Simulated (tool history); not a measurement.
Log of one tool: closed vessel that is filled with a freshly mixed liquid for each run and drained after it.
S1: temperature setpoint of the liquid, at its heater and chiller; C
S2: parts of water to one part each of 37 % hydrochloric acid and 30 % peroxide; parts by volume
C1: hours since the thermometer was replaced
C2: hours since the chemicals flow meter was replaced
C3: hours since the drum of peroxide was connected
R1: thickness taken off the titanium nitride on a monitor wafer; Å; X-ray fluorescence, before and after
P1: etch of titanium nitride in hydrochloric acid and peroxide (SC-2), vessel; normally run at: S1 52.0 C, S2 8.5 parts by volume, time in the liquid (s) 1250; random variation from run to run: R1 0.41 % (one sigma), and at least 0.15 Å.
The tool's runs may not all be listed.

Run 1, hour 9.4: S1 52.0 C, S2 8.5 parts by volume, time in the liquid (s) 1250; C1 1246.0; C2 389.8; C3 334.3. Result: R1 507.890 Å.
Run 2, hour 25.8: S1 52.0 C, S2 8.5 parts by volume, time in the liquid (s) 2405; C1 1262.4; C2 406.2; C3 350.7. Result: R1 978.910 Å.
Run 3, hour 40.6: S1 62.0 C, S2 4.0 parts by volume, time in the liquid (s) 1250; C1 1277.2; C2 421.0; C3 365.5. Result: R1 1675.500 Å.
Run 4, hour 59.6: S1 52.0 C, S2 12.5 parts by volume, time in the liquid (s) 240; C1 1296.2; C2 440.0; C3 384.5. Result: R1 70.411 Å.
Run 5, hour 71.0: S1 52.0 C, S2 8.5 parts by volume, time in the liquid (s) 1250; C1 1307.6; C2 451.4; C3 395.9. Result: R1 502.860 Å.
Run 6, hour 83.5: S1 67.5 C, S2 8.5 parts by volume, time in the liquid (s) 1250; C1 1320.1; C2 463.9; C3 408.4. Result: R1 1343.000 Å.
Run 7, hour 99.9: S1 52.0 C, S2 8.5 parts by volume, time in the liquid (s) 1250; C1 1336.5; C2 480.3; C3 424.8. Result: R1 506.910 Å.
Run 8, hour 116.6: S1 52.0 C, S2 8.5 parts by volume, time in the liquid (s) 1250; C1 1353.2; C2 497.0; C3 441.5. Result: R1 507.120 Å.
Run 9, hour 128.4: S1 52.0 C, S2 15.0 parts by volume, time in the liquid (s) 1250; C1 1365.0; C2 508.8; C3 453.3. Result: R1 312.880 Å.
Run 10, hour 146.5: S1 52.0 C, S2 8.5 parts by volume, time in the liquid (s) 1250; C1 1383.1; C2 526.9; C3 471.4. Result: R1 508.770 Å.
Run 11, hour 159.0: S1 52.0 C, S2 8.5 parts by volume, time in the liquid (s) 30; C1 1395.6; C2 539.4; C3 483.9. Result: R1 12.045 Å.
Run 12, hour 172.0: S1 52.0 C, S2 8.5 parts by volume, time in the liquid (s) 1250; C1 1408.6; C2 552.4; C3 496.9. Result: R1 505.170 Å.
Run 13, hour 187.3: S1 52.0 C, S2 4.0 parts by volume, time in the liquid (s) 1250; C1 1423.9; C2 567.7; C3 512.2. Result: R1 887.960 Å.
Run 14, hour 199.6: S1 40.5 C, S2 8.5 parts by volume, time in the liquid (s) 325; C1 1436.2; C2 580.0; C3 524.5. Result: R1 60.221 Å.
Run 15, hour 209.6: S1 38.0 C, S2 8.5 parts by volume, time in the liquid (s) 1250; C1 1446.2; C2 590.0; C3 534.5. Result: R1 192.300 Å.

The next listed run, before its measurement:
Run 16, hour 227.6: S1 52.0 C, S2 8.5 parts by volume, time in the liquid (s) 1250; C1 1464.2; C2 608.0; C3 552.5. Result: R1 ?.

{"run 16": {"R1": 509.28}}
